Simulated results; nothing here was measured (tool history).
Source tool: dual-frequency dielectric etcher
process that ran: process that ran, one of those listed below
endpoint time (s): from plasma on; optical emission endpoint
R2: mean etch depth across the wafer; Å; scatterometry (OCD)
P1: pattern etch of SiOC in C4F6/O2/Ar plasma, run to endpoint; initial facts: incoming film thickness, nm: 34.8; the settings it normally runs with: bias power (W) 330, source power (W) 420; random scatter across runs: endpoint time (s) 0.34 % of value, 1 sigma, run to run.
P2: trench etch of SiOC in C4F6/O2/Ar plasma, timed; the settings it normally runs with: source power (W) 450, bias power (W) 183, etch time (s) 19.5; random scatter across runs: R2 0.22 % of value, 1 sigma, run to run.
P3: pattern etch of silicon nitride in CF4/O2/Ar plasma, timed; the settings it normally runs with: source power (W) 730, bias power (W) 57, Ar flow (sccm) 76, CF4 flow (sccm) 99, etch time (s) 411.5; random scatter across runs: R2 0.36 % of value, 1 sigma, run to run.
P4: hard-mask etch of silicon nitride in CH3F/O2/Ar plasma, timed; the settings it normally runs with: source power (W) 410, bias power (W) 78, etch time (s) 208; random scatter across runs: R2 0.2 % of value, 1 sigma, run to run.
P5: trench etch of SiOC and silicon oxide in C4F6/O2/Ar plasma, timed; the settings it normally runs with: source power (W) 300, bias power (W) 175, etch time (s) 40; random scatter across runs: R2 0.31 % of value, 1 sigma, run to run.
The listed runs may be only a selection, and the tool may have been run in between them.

{"run": 1, "hour": 7.2, "process that ran": "P1", "bias power (W)": 330, "source power (W)": 420, "endpoint time (s)": 13.376}
{"run": 2, "hour": 13.6, "process that ran": "P5", "bias power (W)": 175, "source power (W)": 300, "etch time (s)": 29.5, "R2": 511.25}
{"run": 3, "hour": 22.1, "process that ran": "P1", "bias power (W)": 392, "source power (W)": 550, "endpoint time (s)": 11.355}
{"run": 4, "hour": 29.5, "process that ran": "P2", "bias power (W)": 183, "source power (W)": 450, "etch time (s)": 19.5, "R2": 432.69}
{"run": 5, "hour": 36.7, "process that ran": "P4", "bias power (W)": 78, "source power (W)": 410, "etch time (s)": 208, "R2": 1557.4}
{"hour": 42.8, "done": "bias power generator calibrated"}
{"run": 6, "hour": 44.3, "process that ran": "P1", "bias power (W)": 330, "source power (W)": 420, "endpoint time (s)": 13.379}
{"run": 7, "hour": 52.0, "process that ran": "P5", "bias power (W)": 175, "source power (W)": 300, "etch time (s)": 40, "R2": 690.37}
{"run": 8, "hour": 58.7, "process that ran": "P3", "bias power (W)": 57, "source power (W)": 730, "etch time (s)": 411.5, "Ar flow (sccm)": 95, "CF4 flow (sccm)": 99, "R2": 11510}
{"run": 9, "hour": 68.1, "process that ran": "P1", "bias power (W)": 330, "source power (W)": 570, "endpoint time (s)": 11.941}
{"run": 10, "hour": 79.1, "process that ran": "P3", "bias power (W)": 57, "source power (W)": 960, "etch time (s)": 411.5, "Ar flow (sccm)": 76, "CF4 flow (sccm)": 99, "R2": 15095}
{"run": 11, "hour": 87.3, "process that ran": "P1", "bias power (W)": 330, "source power (W)": 300, "endpoint time (s)": 15.081}
{"run": 12, "hour": 95.4, "process that ran": "P4", "bias power (W)": 78, "source power (W)": 410, "etch time (s)": 307.5, "R2": 2291.7}
{"run": 13, "hour": 106.7, "process that ran": "P5", "bias power (W)": 175, "source power (W)": 300, "etch time (s)": 40, "R2": 685.88}
{"hour": 112.4, "done": "wet clean of the chamber"}
{"run": 14, "hour": 118.1, "process that ran": "P1", "bias power (W)": 266, "source power (W)": 420, "endpoint time (s)": 14.401}
{"run": 15, "hour": 125.5, "process that ran": "P2", "bias power (W)": 234, "source power (W)": 450, "etch time (s)": 19.5, "R2": 468.65}
{"run": 16, "hour": 135.8, "process that ran": "P1", "bias power (W)": 330, "source power (W)": 420, "endpoint time (s)": 13.326}
{"run": 17, "hour": 141.5, "process that ran": "P1", "bias power (W)": 225, "source power (W)": 280, "endpoint time (s)": 17.641}
{"run": 18, "hour": 148.4, "process that ran": "P3", "bias power (W)": 41, "source power (W)": 730, "etch time (s)": 411.5, "Ar flow (sccm)": 76, "CF4 flow (sccm)": 99, "R2": 10494}
{"run": 19, "hour": 158.9, "process that ran": "P2", "bias power (W)": 183, "source power (W)": 450, "etch time (s)": 19.5, "R2": 432.05}
{"run": 20, "hour": 165.2, "process that ran": "P5", "bias power (W)": 118, "source power (W)": 300, "etch time (s)": 40, "R2": 612.35}
{"run": 21, "hour": 175.3, "process that ran": "P3", "bias power (W)": 57, "source power (W)": 730, "etch time (s)": 411.5, "Ar flow (sccm)": 76, "CF4 flow (sccm)": 123, "R2": 12193}
{"run": 22, "hour": 187.0, "process that ran": "P5", "bias power (W)": 175, "source power (W)": 220, "etch time (s)": 40, "R2": 615.95}
{"run": 23, "hour": 195.6, "process that ran": "P1", "bias power (W)": 330, "source power (W)": 420, "endpoint time (s)": 13.415}
{"run": 24, "hour": 200.7, "process that ran": "P2", "bias power (W)": 183, "source power (W)": 450, "etch time (s)": 28, "R2": 622.92}
{"run": 25, "hour": 207.5, "process that ran": "P2", "bias power (W)": 183, "source power (W)": 280, "etch time (s)": 19.5, "R2": 361.08}
{"run": 26, "hour": 217.3, "process that ran": "P4", "bias power (W)": 78, "source power (W)": 540, "etch time (s)": 208, "R2": 1728.6}
{"run": 27, "hour": 226.5, "process that ran": "P3", "bias power (W)": 57, "source power (W)": 730, "etch time (s)": 411.5, "Ar flow (sccm)": 76, "CF4 flow (sccm)": 99, "R2": 11738}
{"run": 28, "hour": 232.1, "process that ran": "P1", "bias power (W)": 330, "source power (W)": 420, "endpoint time (s)": 13.22}
{"run": 29, "hour": 239.9, "process that ran": "P1", "bias power (W)": 431, "source power (W)": 420, "endpoint time (s)": 12.155}
{"run": 30, "hour": 250.6, "process that ran": "P4", "bias power (W)": 110, "source power (W)": 410, "etch time (s)": 208, "R2": 1759.8}
{"run": 31, "hour": 259.1, "process that ran": "P3", "bias power (W)": 57, "source power (W)": 730, "etch time (s)": 615, "Ar flow (sccm)": 76, "CF4 flow (sccm)": 99, "R2": 17799}
{"run": 32, "hour": 266.7, "process that ran": "P1", "bias power (W)": 330, "source power (W)": 420, "endpoint time (s)": 13.381}
{"run": 33, "hour": 277.6, "process that ran": "P1", "bias power (W)": 330, "source power (W)": 420, "endpoint time (s)": 13.365}
{"run": 34, "hour": 285.2, "process that ran": "P1", "bias power (W)": 330, "source power (W)": 420, "endpoint time (s)": 13.493}
{"run": 35, "hour": 291.2, "process that ran": "P1", "bias power (W)": 330, "source power (W)": 420, "endpoint time (s)": 13.55}

Estimate the outcome of run 36 from the log above:
{"run": 36, "hour": 300.4, "process that ran": "P1", "bias power (W)": 330, "source power (W)": 420, "endpoint time (s)": "?"}

{"run 36": {"endpoint time (s)": 13.548}}

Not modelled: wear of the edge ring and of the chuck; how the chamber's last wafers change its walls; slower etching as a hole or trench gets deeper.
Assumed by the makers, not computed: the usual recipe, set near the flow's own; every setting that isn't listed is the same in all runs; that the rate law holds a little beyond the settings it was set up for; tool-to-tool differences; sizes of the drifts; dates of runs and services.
